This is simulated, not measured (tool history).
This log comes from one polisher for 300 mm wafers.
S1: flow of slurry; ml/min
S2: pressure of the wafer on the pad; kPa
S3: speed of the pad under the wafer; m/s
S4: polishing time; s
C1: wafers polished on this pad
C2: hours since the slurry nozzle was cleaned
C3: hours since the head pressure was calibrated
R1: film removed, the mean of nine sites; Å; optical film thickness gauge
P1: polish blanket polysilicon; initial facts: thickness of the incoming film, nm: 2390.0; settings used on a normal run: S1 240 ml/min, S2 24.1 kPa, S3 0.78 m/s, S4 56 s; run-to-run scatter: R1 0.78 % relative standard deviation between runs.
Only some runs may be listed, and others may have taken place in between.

{"run": 1, "hour": 6.8, "S1": 240, "S2": 24.1, "S3": 0.78, "S4": 56, "C1": 243, "C2": 288.5, "C3": 102.9, "R1": 4990.8}
{"run": 2, "hour": 14.3, "S1": 240, "S2": 24.1, "S3": 0.78, "S4": 56, "C1": 290, "C2": 296.0, "C3": 110.4, "R1": 5023.5}
{"hour": 21.9, "done": "head pressure recalibrated"}
{"run": 3, "hour": 23.4, "S1": 240, "S2": 24.1, "S3": 0.78, "S4": 56, "C1": 348, "C2": 305.1, "C3": 1.6, "R1": 4965.1}
{"run": 4, "hour": 28.8, "S1": 145, "S2": 24.1, "S3": 0.78, "S4": 56, "C1": 383, "C2": 310.5, "C3": 7.0, "R1": 4667.6}
{"run": 5, "hour": 35.6, "S1": 240, "S2": 24.1, "S3": 1.0, "S4": 56, "C1": 426, "C2": 317.3, "C3": 13.8, "R1": 6355.8}
{"run": 6, "hour": 45.9, "S1": 240, "S2": 24.1, "S3": 0.78, "S4": 56, "C1": 491, "C2": 327.6, "C3": 24.1, "R1": 4990.2}
{"run": 7, "hour": 55.6, "S1": 240, "S2": 13.8, "S3": 0.78, "S4": 56, "C1": 553, "C2": 337.3, "C3": 33.8, "R1": 2836.1}
{"run": 8, "hour": 66.9, "S1": 240, "S2": 24.1, "S3": 0.78, "S4": 85, "C1": 625, "C2": 348.6, "C3": 45.1, "R1": 7564.2}
{"run": 9, "hour": 77.9, "S1": 240, "S2": 24.1, "S3": 0.78, "S4": 56, "C1": 695, "C2": 359.6, "C3": 56.1, "R1": 5012.7}
{"run": 10, "hour": 88.1, "S1": 370, "S2": 24.1, "S3": 0.78, "S4": 56, "C1": 760, "C2": 369.8, "C3": 66.3, "R1": 5187.9}
{"run": 11, "hour": 93.4, "S1": 240, "S2": 24.1, "S3": 0.78, "S4": 33, "C1": 793, "C2": 375.1, "C3": 71.6, "R1": 2915.3}
{"run": 12, "hour": 101.1, "S1": 240, "S2": 37.2, "S3": 0.78, "S4": 56, "C1": 842, "C2": 382.8, "C3": 79.3, "R1": 7603.7}
{"run": 13, "hour": 112.0, "S1": 240, "S2": 24.1, "S3": 0.48, "S4": 56, "C1": 912, "C2": 393.7, "C3": 90.2, "R1": 3032.1}
{"run": 14, "hour": 117.9, "S1": 170, "S2": 31.0, "S3": 0.78, "S4": 56, "C1": 949, "C2": 399.6, "C3": 96.1, "R1": 6106.7}
{"run": 15, "hour": 127.7, "S1": 240, "S2": 24.1, "S3": 0.78, "S4": 56, "C1": 1012, "C2": 409.4, "C3": 105.9, "R1": 4975.6}
{"run": 16, "hour": 138.2, "S1": 240, "S2": 24.1, "S3": 0.78, "S4": 56, "C1": 1078, "C2": 419.9, "C3": 116.4, "R1": 4868.1}
{"run": 17, "hour": 146.4, "S1": 240, "S2": 24.1, "S3": 0.78, "S4": 56, "C1": 1130, "C2": 428.1, "C3": 124.6, "R1": 4852.6}
{"run": 18, "hour": 157.0, "S1": 240, "S2": 24.1, "S3": 0.78, "S4": 56, "C1": 1198, "C2": 438.7, "C3": 135.2, "R1": 4754.5}

Run 19 comes next. What will it give?
{"hour": 159.9, "done": "head pressure recalibrated"}
{"run": 19, "hour": 164.2, "S1": 240, "S2": 24.1, "S3": 0.78, "S4": 56, "C1": 1244, "C2": 445.9, "C3": 4.3, "R1": "?"}

R1: 4750.8 Å
